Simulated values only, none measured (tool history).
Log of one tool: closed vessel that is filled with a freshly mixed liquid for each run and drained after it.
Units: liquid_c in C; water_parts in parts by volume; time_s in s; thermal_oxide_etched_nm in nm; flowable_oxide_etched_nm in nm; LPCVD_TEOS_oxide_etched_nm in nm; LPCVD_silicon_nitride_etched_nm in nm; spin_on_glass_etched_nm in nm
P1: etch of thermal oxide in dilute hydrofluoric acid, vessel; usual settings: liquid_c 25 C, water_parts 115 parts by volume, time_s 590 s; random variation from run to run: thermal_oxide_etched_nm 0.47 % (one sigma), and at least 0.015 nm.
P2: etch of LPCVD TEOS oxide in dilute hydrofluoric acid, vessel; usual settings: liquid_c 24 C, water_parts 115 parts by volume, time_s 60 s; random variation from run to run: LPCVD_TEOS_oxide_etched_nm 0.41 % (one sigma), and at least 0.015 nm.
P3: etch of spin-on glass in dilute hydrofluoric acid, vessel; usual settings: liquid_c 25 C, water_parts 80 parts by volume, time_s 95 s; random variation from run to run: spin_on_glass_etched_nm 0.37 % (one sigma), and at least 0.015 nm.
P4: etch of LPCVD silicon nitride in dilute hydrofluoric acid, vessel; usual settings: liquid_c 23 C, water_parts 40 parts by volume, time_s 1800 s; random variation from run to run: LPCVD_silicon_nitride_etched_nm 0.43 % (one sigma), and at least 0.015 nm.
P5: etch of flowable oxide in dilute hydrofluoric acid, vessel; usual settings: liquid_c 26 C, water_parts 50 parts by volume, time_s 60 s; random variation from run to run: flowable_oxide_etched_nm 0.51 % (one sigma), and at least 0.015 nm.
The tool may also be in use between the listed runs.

run	hour	process	liquid_c	water_parts	time_s	hours since the thermometer was replaced	hours since the hydrofluoric acid flow meter was replaced	thermal_oxide_etched_nm	flowable_oxide_etched_nm	LPCVD_TEOS_oxide_etched_nm	LPCVD_silicon_nitride_etched_nm	spin_on_glass_etched_nm
1	6.4	P1	25	115	590	721.3	538.6	25.258				
2	14	P5	26	50	60	728.9	546.2		63.505			
3	27.2	P1	25	115	590	742.1	559.4	25.531				
4	40.2	P1	25	205	280	755.1	572.4	6.0922				
5	53.6	P2	30.5	115	60	768.5	585.8			23.758		
6	66.3	P4	23	40	1800	781.2	598.5				18.938	
7	75	P3	33	80	95	789.9	607.2					77.272
8	81.3	P1	25	115	285	796.2	613.5	12.186				
9	87.7	P2	24	115	30	802.6	619.9			9.3505		
10	101.4	P1	25	30	590	816.3	633.6	108.82				
11	107.6	P3	25	80	30	822.5	639.8					18.021
12	121.5	P1	25	45	1035	836.4	653.7	124.69				
13	134.3	P1	25	195	590	849.2	666.5	13.645				
14	146.7	P5	26	50	100	861.6	678.9		104.52			
15	152.9	P1	33	115	590	867.8	685.1	34.068				
16	167	P2	24	115	60	881.9	699.2			18.496		
17	179.5	P3	25	80	95	894.4	711.7					56.374
18	191.8	P3	25	80	95	906.7	724					56.605
19	205	P1	25	115	590	919.9	737.2	25.362				
# hour 211: hydrofluoric acid flow meter replaced
20	218.4	P1	25	115	965	933.3	7.4	40.99				
21	230.5	P2	24	35	60	945.4	19.5			67.728		
22	242.9	P1	25	115	590	957.8	31.9	25.307				
23	254.2	P1	25	115	590	969.1	43.2	25.251				
24	260.5	P1	17	115	590	975.4	49.5	18.241				
25	273.7	P4	23	40	300	988.6	62.7				3.1603	
26	286.9	P1	25	115	590	1001.8	75.9	25.064				
27	299	P4	23	20	1800	1013.9	88				36.864	
28	309.8	P5	26	80	60	1024.7	98.8		37.961			
29	320.5	P4	28	40	1800	1035.4	109.5				26.564	
30	328.5	P1	21	115	285	1043.4	117.5	10.475				
31	337.1	P5	33.5	50	60	1052	126.1		85.892			
32	347.1	P3	25	30	95	1062	136.1					162.26
33	356.8	P1	25	115	590	1071.7	145.8	25.283				
34	364.8	P1	25	115	590	1079.7	153.8	25.809				
35	371.9	P1	25	115	590	1086.8	160.9	26.216				
36	385.8	P1	25	115	590	1100.7	174.8	26.574				
37	398.3	P1	25	115	590	1113.2	187.3	27.017				
38	406.2	P1	25	115	590	1121.1	195.2	27.09				

Forecast run 39:
39	412.9	P1	25	115	590	1127.8	201.9	?				

thermal_oxide_etched_nm: 27.082 nm

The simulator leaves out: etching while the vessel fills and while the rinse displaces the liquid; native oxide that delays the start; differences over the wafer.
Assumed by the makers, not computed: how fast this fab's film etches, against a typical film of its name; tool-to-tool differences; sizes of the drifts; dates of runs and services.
